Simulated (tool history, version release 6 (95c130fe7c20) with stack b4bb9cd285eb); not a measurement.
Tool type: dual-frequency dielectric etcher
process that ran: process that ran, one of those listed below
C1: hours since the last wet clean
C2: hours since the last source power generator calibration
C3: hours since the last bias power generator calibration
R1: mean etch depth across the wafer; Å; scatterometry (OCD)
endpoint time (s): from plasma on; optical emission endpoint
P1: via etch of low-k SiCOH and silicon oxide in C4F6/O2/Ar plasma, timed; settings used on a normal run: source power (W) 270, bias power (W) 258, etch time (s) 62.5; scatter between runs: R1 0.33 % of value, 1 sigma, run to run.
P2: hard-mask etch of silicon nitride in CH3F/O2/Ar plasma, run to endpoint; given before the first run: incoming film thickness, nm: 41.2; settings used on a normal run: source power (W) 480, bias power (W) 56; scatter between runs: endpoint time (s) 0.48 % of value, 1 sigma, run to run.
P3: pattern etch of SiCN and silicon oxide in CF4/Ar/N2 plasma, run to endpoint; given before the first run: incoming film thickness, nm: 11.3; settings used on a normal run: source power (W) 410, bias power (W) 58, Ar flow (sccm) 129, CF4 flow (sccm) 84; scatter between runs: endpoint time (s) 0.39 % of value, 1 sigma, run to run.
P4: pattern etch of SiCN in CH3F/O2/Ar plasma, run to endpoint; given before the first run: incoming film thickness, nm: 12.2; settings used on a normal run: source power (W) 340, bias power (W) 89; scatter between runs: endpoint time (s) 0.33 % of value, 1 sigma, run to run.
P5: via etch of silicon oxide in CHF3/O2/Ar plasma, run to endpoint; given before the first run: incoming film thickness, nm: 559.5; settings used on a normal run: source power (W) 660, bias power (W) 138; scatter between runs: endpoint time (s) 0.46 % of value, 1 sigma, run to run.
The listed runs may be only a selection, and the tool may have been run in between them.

run 1 hour=10.6 | process_that_ran=P1 source_power_(W)=270 bias_power_(W)=258 etch_time_(s)=62.5 | C1=145.5 C2=1791.5 C3=907.3 | R1=1596.8
run 2 hour=18.9 | process_that_ran=P4 source_power_(W)=340 bias_power_(W)=119 | C1=153.8 C2=1799.8 C3=915.6 | endpoint_time_(s)=29.359
run 3 hour=28.6 | process_that_ran=P4 source_power_(W)=340 bias_power_(W)=89 | C1=163.5 C2=1809.5 C3=925.3 | endpoint_time_(s)=32.677
run 4 hour=39.3 | process_that_ran=P3 source_power_(W)=510 bias_power_(W)=58 Ar_flow_(sccm)=129 CF4_flow_(sccm)=84 | C1=174.2 C2=1820.2 C3=936 | endpoint_time_(s)=12.611
run 5 hour=45.7 | process_that_ran=P1 source_power_(W)=200 bias_power_(W)=185 etch_time_(s)=62.5 | C1=180.6 C2=1826.6 C3=942.4 | R1=1288.6
run 6 hour=51.7 | process_that_ran=P1 source_power_(W)=270 bias_power_(W)=333 etch_time_(s)=62.5 | C1=186.6 C2=1832.6 C3=948.4 | R1=1764
run 7 hour=59.4 | process_that_ran=P1 source_power_(W)=370 bias_power_(W)=258 etch_time_(s)=62.5 | C1=194.3 C2=1840.3 C3=956.1 | R1=1811.2
run 8 hour=64.3 | process_that_ran=P5 source_power_(W)=390 bias_power_(W)=138 | C1=199.2 C2=1845.2 C3=961 | endpoint_time_(s)=369.55
run 9 hour=74.4 | process_that_ran=P2 source_power_(W)=480 bias_power_(W)=45 | C1=209.3 C2=1855.3 C3=971.1 | endpoint_time_(s)=63.466
run 10 hour=83.5 | process_that_ran=P1 source_power_(W)=270 bias_power_(W)=152 etch_time_(s)=62.5 | C1=218.4 C2=1864.4 C3=980.2 | R1=1347.8
run 11 hour=90.8 | process_that_ran=P3 source_power_(W)=410 bias_power_(W)=58 Ar_flow_(sccm)=171 CF4_flow_(sccm)=84 | C1=225.7 C2=1871.7 C3=987.5 | endpoint_time_(s)=15.99
run 12 hour=98.4 | process_that_ran=P2 source_power_(W)=480 bias_power_(W)=56 | C1=233.3 C2=1879.3 C3=995.1 | endpoint_time_(s)=58.8
run 13 hour=103.6 | process_that_ran=P1 source_power_(W)=270 bias_power_(W)=258 etch_time_(s)=48.5 | C1=238.5 C2=1884.5 C3=1000.3 | R1=1253.9
run 14 hour=113.2 | process_that_ran=P5 source_power_(W)=660 bias_power_(W)=138 | C1=248.1 C2=1894.1 C3=1009.9 | endpoint_time_(s)=299.43
run 15 hour=122.4 | process_that_ran=P3 source_power_(W)=410 bias_power_(W)=58 Ar_flow_(sccm)=129 CF4_flow_(sccm)=60 | C1=257.3 C2=1903.3 C3=1019.1 | endpoint_time_(s)=16.055
run 16 hour=129.2 | process_that_ran=P1 source_power_(W)=270 bias_power_(W)=258 etch_time_(s)=62.5 | C1=264.1 C2=1910.1 C3=1025.9 | R1=1604.1
run 17 hour=138.3 | process_that_ran=P2 source_power_(W)=670 bias_power_(W)=56 | C1=273.2 C2=1919.2 C3=1035 | endpoint_time_(s)=51.986
run 18 hour=147.2 | process_that_ran=P4 source_power_(W)=220 bias_power_(W)=89 | C1=282.1 C2=1928.1 C3=1043.9 | endpoint_time_(s)=38.585
run 19 hour=158 | process_that_ran=P3 source_power_(W)=410 bias_power_(W)=58 Ar_flow_(sccm)=129 CF4_flow_(sccm)=84 | C1=292.9 C2=1938.9 C3=1054.7 | endpoint_time_(s)=15.114
run 20 hour=168.6 | process_that_ran=P1 source_power_(W)=270 bias_power_(W)=258 etch_time_(s)=62.5 | C1=303.5 C2=1949.5 C3=1065.3 | R1=1602.7
run 21 hour=179.5 | process_that_ran=P3 source_power_(W)=410 bias_power_(W)=38 Ar_flow_(sccm)=129 CF4_flow_(sccm)=84 | C1=314.4 C2=1960.4 C3=1076.2 | endpoint_time_(s)=17.419
run 22 hour=187.1 | process_that_ran=P1 source_power_(W)=270 bias_power_(W)=258 etch_time_(s)=62.5 | C1=322 C2=1968 C3=1083.8 | R1=1611.6
run 23 hour=196.5 | process_that_ran=P2 source_power_(W)=480 bias_power_(W)=56 | C1=331.4 C2=1977.4 C3=1093.2 | endpoint_time_(s)=59.228
run 24 hour=205 | process_that_ran=P1 source_power_(W)=200 bias_power_(W)=258 etch_time_(s)=62.5 | C1=339.9 C2=1985.9 C3=1101.7 | R1=1424.2
run 25 hour=214.8 | process_that_ran=P5 source_power_(W)=660 bias_power_(W)=88 | C1=349.7 C2=1995.7 C3=1111.5 | endpoint_time_(s)=340.25
run 26 hour=222 | process_that_ran=P3 source_power_(W)=410 bias_power_(W)=58 Ar_flow_(sccm)=129 CF4_flow_(sccm)=84 | C1=356.9 C2=2002.9 C3=1118.7 | endpoint_time_(s)=15.193
run 27 hour=226.9 | process_that_ran=P1 source_power_(W)=270 bias_power_(W)=258 etch_time_(s)=87.5 | C1=361.8 C2=2007.8 C3=1123.6 | R1=2247.4
run 28 hour=237.5 | process_that_ran=P1 source_power_(W)=270 bias_power_(W)=258 etch_time_(s)=62.5 | C1=372.4 C2=2018.4 C3=1134.2 | R1=1604.1
run 29 hour=247.8 | process_that_ran=P1 source_power_(W)=270 bias_power_(W)=193 etch_time_(s)=48.5 | C1=382.7 C2=2028.7 C3=1144.5 | R1=1131.3
run 30 hour=253 | process_that_ran=P1 source_power_(W)=380 bias_power_(W)=322 etch_time_(s)=62.5 | C1=387.9 C2=2033.9 C3=1149.7 | R1=1976.4
run 31 hour=259.6 | process_that_ran=P1 source_power_(W)=270 bias_power_(W)=258 etch_time_(s)=62.5 | C1=394.5 C2=2040.5 C3=1156.3 | R1=1608.5
run 32 hour=266.7 | process_that_ran=P1 source_power_(W)=270 bias_power_(W)=258 etch_time_(s)=62.5 | C1=401.6 C2=2047.6 C3=1163.4 | R1=1605.7
run 33 hour=276.9 | process_that_ran=P1 source_power_(W)=270 bias_power_(W)=258 etch_time_(s)=62.5 | C1=411.8 C2=2057.8 C3=1173.6 | R1=1619.8
-- hour=286.1 wet clean of the chamber
run 34 hour=287.6 | process_that_ran=P1 source_power_(W)=270 bias_power_(W)=258 etch_time_(s)=62.5 | C1=1.6 C2=2068.5 C3=1184.3 | R1=1615
run 35 hour=297.4 | process_that_ran=P1 source_power_(W)=270 bias_power_(W)=258 etch_time_(s)=62.5 | C1=11.4 C2=2078.3 C3=1194.1 | R1=1634.9
run 36 hour=302.7 | process_that_ran=P1 source_power_(W)=270 bias_power_(W)=258 etch_time_(s)=62.5 | C1=16.7 C2=2083.6 C3=1199.4 | R1=1631.3
run 37 hour=310.7 | process_that_ran=P1 source_power_(W)=270 bias_power_(W)=258 etch_time_(s)=62.5 | C1=24.7 C2=2091.6 C3=1207.4 | R1=1635.4

P1 has crept away from where it was. The log is fitted equally well by each of these 2 causes, at the sizes shown:
A: source power that arrives over what is set, % = 4.48
B: bias power that arrives over what is set, % = 4.86
Creep in the process output first set in at about hour 259.6.
All other causes, with the reason each is excluded:
chamber walls in a state that raises the etch rate, %: was serviced at hour 286.1, once the creep was under way, yet the earlier output never came back

4 check runs are offered, each on 2 wafers whose results are averaged, their results left as question marks. Which one tells the causes apart?
run check 1 hour=318.7 | process_that_ran=P5 source_power_(W)=500 bias_power_(W)=138 | endpoint_time_(s)=?
run check 2 hour=318.7 | process_that_ran=P3 source_power_(W)=500 bias_power_(W)=58 Ar_flow_(sccm)=129 CF4_flow_(sccm)=62 | endpoint_time_(s)=?
run check 3 hour=318.7 | process_that_ran=P2 source_power_(W)=670 bias_power_(W)=47 | endpoint_time_(s)=?
run check 4 hour=318.7 | process_that_ran=P4 source_power_(W)=220 bias_power_(W)=110 | endpoint_time_(s)=?

Predicted outcomes, by check and by cause:
check=check_1 result=endpoint_time_(s) if_A=327.75 if_B=328.28
check=check_2 result=endpoint_time_(s) if_A=12.935 if_B=13.229
check=check_3 result=endpoint_time_(s) if_A=53.813 if_B=53.999
check=check_4 result=endpoint_time_(s) if_A=34.737 if_B=34.635
Separation of the two closest causes in each check, using whichever result separates them best: check 1 0.16 %; check 2 2.24 %; check 3 0.35 %; check 4 0.29 %
Of the check runs offered, only check 2 discriminates between the causes; the rest would read about the same regardless of which cause applies.

Check 2 was carried out, with these results: endpoint time (s) 12.934. Which of the listed causes is responsible?

A is the cause: source power that arrives over what is set, %.
